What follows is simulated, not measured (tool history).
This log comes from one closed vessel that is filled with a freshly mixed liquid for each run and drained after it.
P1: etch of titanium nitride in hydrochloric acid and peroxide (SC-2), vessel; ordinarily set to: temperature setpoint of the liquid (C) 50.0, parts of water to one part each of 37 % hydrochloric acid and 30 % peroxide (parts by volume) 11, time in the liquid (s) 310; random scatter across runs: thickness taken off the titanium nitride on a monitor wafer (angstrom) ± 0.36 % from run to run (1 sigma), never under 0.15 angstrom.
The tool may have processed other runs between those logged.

run	hour	temperature setpoint of the liquid (C)	parts of water to one part each of 37 % hydrochloric acid and 30 % peroxide (parts by volume)	time in the liquid (s)	thickness taken off the titanium nitride on a monitor wafer (angstrom)
1	17.0	50.0	11	310	81.425
2	29.1	50.0	18	495	84.607
3	45.0	50.0	11	310	81.653
4	58.5	58.5	11	310	140.000
5	67.7	57.0	11	180	74.405
6	82.7	50.0	11	310	81.086
7	94.1	50.0	20	310	47.947
8	102.8	50.0	11	310	81.400
9	113.3	50.0	11	610	160.310
10	128.1	57.5	11	595	252.700
11	136.9	36.0	11	310	30.877
12	154.9	50.0	11	310	81.011
13	170.6	50.0	11	310	80.862
14	185.1	50.0	4	310	176.350
15	203.0	50.0	11	130	33.740
16	216.8	50.0	11	310	81.411

For run 17, what comes out?
17	226.2	50.0	11	310	?

{"run 17": {"thickness taken off the titanium nitride on a monitor wafer (angstrom)": 83.502}}
